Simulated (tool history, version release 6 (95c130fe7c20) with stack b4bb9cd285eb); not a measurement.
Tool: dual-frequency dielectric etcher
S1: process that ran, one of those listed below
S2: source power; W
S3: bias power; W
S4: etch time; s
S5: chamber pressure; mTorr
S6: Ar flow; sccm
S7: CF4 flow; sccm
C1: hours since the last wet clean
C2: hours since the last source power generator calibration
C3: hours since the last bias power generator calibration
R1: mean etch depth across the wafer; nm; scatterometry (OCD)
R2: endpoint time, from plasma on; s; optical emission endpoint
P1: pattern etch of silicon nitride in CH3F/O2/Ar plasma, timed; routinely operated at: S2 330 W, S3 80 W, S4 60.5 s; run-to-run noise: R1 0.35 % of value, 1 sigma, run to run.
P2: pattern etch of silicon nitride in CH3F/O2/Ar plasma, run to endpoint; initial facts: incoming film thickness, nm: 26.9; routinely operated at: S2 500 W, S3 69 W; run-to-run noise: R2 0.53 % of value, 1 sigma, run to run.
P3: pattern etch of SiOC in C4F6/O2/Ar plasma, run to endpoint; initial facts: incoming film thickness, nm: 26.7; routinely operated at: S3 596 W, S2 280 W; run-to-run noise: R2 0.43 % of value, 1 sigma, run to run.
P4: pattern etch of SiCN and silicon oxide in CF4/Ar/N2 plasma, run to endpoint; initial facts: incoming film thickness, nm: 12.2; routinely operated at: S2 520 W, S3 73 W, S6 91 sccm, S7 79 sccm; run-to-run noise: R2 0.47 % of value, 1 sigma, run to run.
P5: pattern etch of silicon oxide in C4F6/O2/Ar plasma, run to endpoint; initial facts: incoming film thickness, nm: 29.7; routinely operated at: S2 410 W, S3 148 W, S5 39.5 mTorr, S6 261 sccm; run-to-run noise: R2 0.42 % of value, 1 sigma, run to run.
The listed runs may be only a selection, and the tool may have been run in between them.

run,hour,S1,S2,S3,S4,S5,S6,S7,C1,C2,C3,R1,R2
1,4.5,P1,330,80,60.5,,,,248.4,2232.1,799.3,41.880,
2,10.0,P2,680,69,,,,,253.9,2237.6,804.8,,32.0180
3,17.6,P1,330,50,34.0,,,,261.5,2245.2,812.4,20.202,
4,22.2,P5,410,148,,39.5,261,,266.1,2249.8,817.0,,9.7686
5,29.8,P1,330,80,60.5,,,,273.7,2257.4,824.6,42.073,
6,36.8,P5,410,148,,25.5,261,,280.7,2264.4,831.6,,9.3238
7,42.6,P3,280,596,,,,,286.5,2270.2,837.4,,9.8739
8,46.2,P1,330,80,76.5,,,,290.1,2273.8,841.0,53.434,
9,53.3,P1,420,80,60.5,,,,297.2,2280.9,848.1,46.333,
10,59.7,P1,330,60,60.5,,,,303.6,2287.3,854.5,38.117,
11,67.3,P4,520,73,,,91,79,311.2,2294.9,862.1,,11.7320
12,74.3,P4,720,73,,,91,79,318.2,2301.9,869.1,,8.7812
13,78.5,P1,330,80,60.5,,,,322.4,2306.1,873.3,42.249,
14,85.3,P1,260,80,60.5,,,,329.2,2312.9,880.1,38.281,
15,91.7,P3,400,596,,,,,335.6,2319.3,886.5,,8.6619
16,99.0,P3,280,830,,,,,342.9,2326.6,893.8,,8.6081
17,102.5,P4,520,73,,,111,79,346.4,2330.1,897.3,,12.0540
18,108.3,P5,410,148,,39.5,162,,352.2,2335.9,903.1,,9.2126
19,115.6,P1,330,99,60.5,,,,359.5,2343.2,910.4,45.606,
20,120.5,P4,520,57,,,91,79,364.4,2348.1,915.3,,12.6890
21,125.6,P5,410,148,,39.5,261,,369.5,2353.2,920.4,,9.7563
22,132.9,P1,330,80,60.5,,,,376.8,2360.5,927.7,42.019,
23,139.7,P1,240,107,60.5,,,,383.6,2367.3,934.5,41.584,
24,146.7,P2,500,69,,,,,390.6,2374.3,941.5,,36.0060
25,152.1,P4,520,73,,,91,57,396.0,2379.7,946.9,,12.2480
26,156.7,P1,330,80,39.5,,,,400.6,2384.3,951.5,27.600,
27,163.9,P1,330,80,60.5,,,,407.8,2391.5,958.7,42.180,
28,170.4,P5,530,148,,39.5,261,,414.3,2398.0,965.2,,8.7710
29,177.5,P5,410,110,,39.5,261,,421.4,2405.1,972.3,,10.6760
30,181.1,P2,500,86,,,,,425.0,2408.7,975.9,,33.2870
31,188.4,P1,440,55,60.5,,,,432.3,2416.0,983.2,41.712,
32,193.8,P3,280,596,,,,,437.7,2421.4,988.6,,9.8415
33,201.1,P1,330,80,60.5,,,,445.0,2428.7,995.9,41.940,
34,205.4,P1,330,80,60.5,,,,449.3,2433.0,1000.2,42.557,
35,211.9,P1,330,80,60.5,,,,455.8,2439.5,1006.7,42.604,
36,217.0,P1,330,80,60.5,,,,460.9,2444.6,1011.8,42.932,
# hour 219.3: wet clean of the chamber
37,222.4,P1,330,80,60.5,,,,3.2,2450.0,1017.2,42.875,
38,227.0,P1,330,80,60.5,,,,7.8,2454.6,1021.8,42.819,
39,233.3,P1,330,80,60.5,,,,14.1,2460.9,1028.1,43.131,
40,237.2,P1,330,80,60.5,,,,18.0,2464.8,1032.0,42.715,
41,244.8,P1,330,80,60.5,,,,25.6,2472.4,1039.6,42.914,
42,252.4,P1,330,80,60.5,,,,33.2,2480.0,1047.2,43.176,

What P1 gives has crept away from where it was. These 2 causes fit the log equally well, each at the size given:
A: bias power that arrives over what is set, % = 5
B: source power that arrives over what is set, % = 4.75
The onset of the drift is placed at about hour 201.1.
Ruled out, with reasons:
chamber walls in a state that raises the etch rate, %: serviced at hour 219.3, after the change had begun; the process did not return to its earlier output

Which of the check runs below tells the causes apart, meaning the causes would give it clearly different results? Each run uses 2 wafers whose results are averaged, and each result is shown as a question mark.
check 1,260.0,P5,410,115,,39.5,185,,,,,,?
check 2,260.0,P4,720,73,,,91,79,,,,,?
check 3,260.0,P3,330,782,,,,,,,,,?
check 4,260.0,P2,500,81,,,,,,,,,?

Predicted outcomes, by check and by cause:
check,result,if A,if B
check 1,R2,9.9719,9.9249
check 2,R2,8.6691,8.4483
check 3,R2,8.2005,8.2230
check 4,R2,33.3960,33.3750
Smallest distance between any two causes, each pair judged by its most separating result, in per cent: check 1 0.47 %; check 2 2.58 %; check 3 0.27 %; check 4 0.06 %
The other checks would show nearly matching results whichever cause is true, so check 2 is the only one that separates the causes.

With check 2 done, the readings were: R2 8.6727 s. Identify which of the listed causes applies.

The cause is A: bias power that arrives over what is set, %.

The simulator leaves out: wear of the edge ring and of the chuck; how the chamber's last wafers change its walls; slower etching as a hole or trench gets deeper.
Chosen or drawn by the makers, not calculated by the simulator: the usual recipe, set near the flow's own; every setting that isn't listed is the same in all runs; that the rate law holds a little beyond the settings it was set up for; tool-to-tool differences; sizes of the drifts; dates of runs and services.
